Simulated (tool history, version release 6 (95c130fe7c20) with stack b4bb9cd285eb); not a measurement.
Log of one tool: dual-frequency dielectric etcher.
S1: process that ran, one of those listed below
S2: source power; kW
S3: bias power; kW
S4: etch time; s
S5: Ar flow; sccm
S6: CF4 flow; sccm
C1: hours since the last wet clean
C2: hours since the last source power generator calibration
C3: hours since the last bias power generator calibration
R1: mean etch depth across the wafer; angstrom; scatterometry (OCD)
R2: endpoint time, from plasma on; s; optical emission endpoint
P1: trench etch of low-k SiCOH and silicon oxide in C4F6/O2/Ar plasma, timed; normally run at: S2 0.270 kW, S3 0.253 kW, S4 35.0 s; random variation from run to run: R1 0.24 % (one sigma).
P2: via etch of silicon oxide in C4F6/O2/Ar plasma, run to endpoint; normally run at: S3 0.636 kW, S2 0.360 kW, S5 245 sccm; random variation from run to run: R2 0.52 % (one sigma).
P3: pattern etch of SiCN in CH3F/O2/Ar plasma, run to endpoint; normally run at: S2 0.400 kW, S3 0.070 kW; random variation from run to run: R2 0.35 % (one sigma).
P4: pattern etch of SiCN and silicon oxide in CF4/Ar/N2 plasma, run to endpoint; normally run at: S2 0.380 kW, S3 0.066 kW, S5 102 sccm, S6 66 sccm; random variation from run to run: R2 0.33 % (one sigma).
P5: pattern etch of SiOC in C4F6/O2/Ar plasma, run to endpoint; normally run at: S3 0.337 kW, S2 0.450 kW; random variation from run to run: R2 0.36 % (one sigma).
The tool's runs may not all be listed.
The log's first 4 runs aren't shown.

| run | hour | S1 | S2 | S3 | S4 | S5 | S6 | C1 | C2 | C3 | R1 | R2 |
|---|---|---|---|---|---|---|---|---|---|---|---|---|
| 5 | 13.9 | P1 | 0.270 | 0.183 | 35.0 |  |  | 364.5 | 1422.4 | 1601.6 | 941.01 |  |
| 6 | 16.3 | P1 | 0.270 | 0.253 | 35.0 |  |  | 366.9 | 1424.8 | 1604.0 | 1051.80 |  |
| 7 | 20.4 | P4 | 0.380 | 0.066 |  | 79 | 66 | 371.0 | 1428.9 | 1608.1 |  | 12.9370 |
| 8 | 23.2 | P1 | 0.270 | 0.253 | 35.0 |  |  | 373.8 | 1431.7 | 1610.9 | 1051.50 |  |
| 9 | 26.5 | P1 | 0.270 | 0.253 | 35.0 |  |  | 377.1 | 1435.0 | 1614.2 | 1047.40 |  |
| 10 | 30.7 | P1 | 0.360 | 0.253 | 35.0 |  |  | 381.3 | 1439.2 | 1618.4 | 1173.00 |  |
| 11 | 34.6 | P2 | 0.360 | 0.636 |  | 245 |  | 385.2 | 1443.1 | 1622.3 |  | 14.9280 |
| 12 | 39.2 | P1 | 0.270 | 0.347 | 35.0 |  |  | 389.8 | 1447.7 | 1626.9 | 1182.20 |  |
| 13 | 41.6 | P4 | 0.380 | 0.066 |  | 102 | 66 | 392.2 | 1450.1 | 1629.3 |  | 13.5890 |
| 14 | 44.5 | P1 | 0.270 | 0.253 | 35.0 |  |  | 395.1 | 1453.0 | 1632.2 | 1049.80 |  |
| 15 | 48.8 | P5 | 0.450 | 0.440 |  |  |  | 399.4 | 1457.3 | 1636.5 |  | 8.4299 |
| 16 | 51.8 | P4 | 0.230 | 0.066 |  | 102 | 66 | 402.4 | 1460.3 | 1639.5 |  | 20.8760 |
| 17 | 55.5 | P2 | 0.360 | 0.636 |  | 338 |  | 406.1 | 1464.0 | 1643.2 |  | 15.5930 |
| 18 | 57.9 | P5 | 0.450 | 0.337 |  |  |  | 408.5 | 1466.4 | 1645.6 |  | 9.2713 |
| 19 | 62.2 | P1 | 0.210 | 0.253 | 45.0 |  |  | 412.8 | 1470.7 | 1649.9 | 1229.00 |  |
| 20 | 66.7 | P2 | 0.470 | 0.636 |  | 245 |  | 417.3 | 1475.2 | 1654.4 |  | 13.4480 |
|  | 67.3 | wet clean of the chamber |
| 21 | 70.9 | P3 | 0.400 | 0.085 |  |  |  | 3.6 | 1479.4 | 1658.6 |  | 26.7420 |
| 22 | 73.5 | P1 | 0.270 | 0.253 | 35.0 |  |  | 6.2 | 1482.0 | 1661.2 | 1047.20 |  |
| 23 | 77.1 | P2 | 0.360 | 0.492 |  | 245 |  | 9.8 | 1485.6 | 1664.8 |  | 16.5600 |
| 24 | 79.3 | P4 | 0.380 | 0.066 |  | 102 | 66 | 12.0 | 1487.8 | 1667.0 |  | 13.5550 |
| 25 | 82.4 | P4 | 0.380 | 0.066 |  | 102 | 88 | 15.1 | 1490.9 | 1670.1 |  | 12.9840 |

Forecast run 26:
| 26 | 85.0 | P1 | 0.270 | 0.330 | 49.5 |  |  | 17.7 | 1493.5 | 1672.7 | ? |  |

{"run 26": {"R1": 1631.6}}
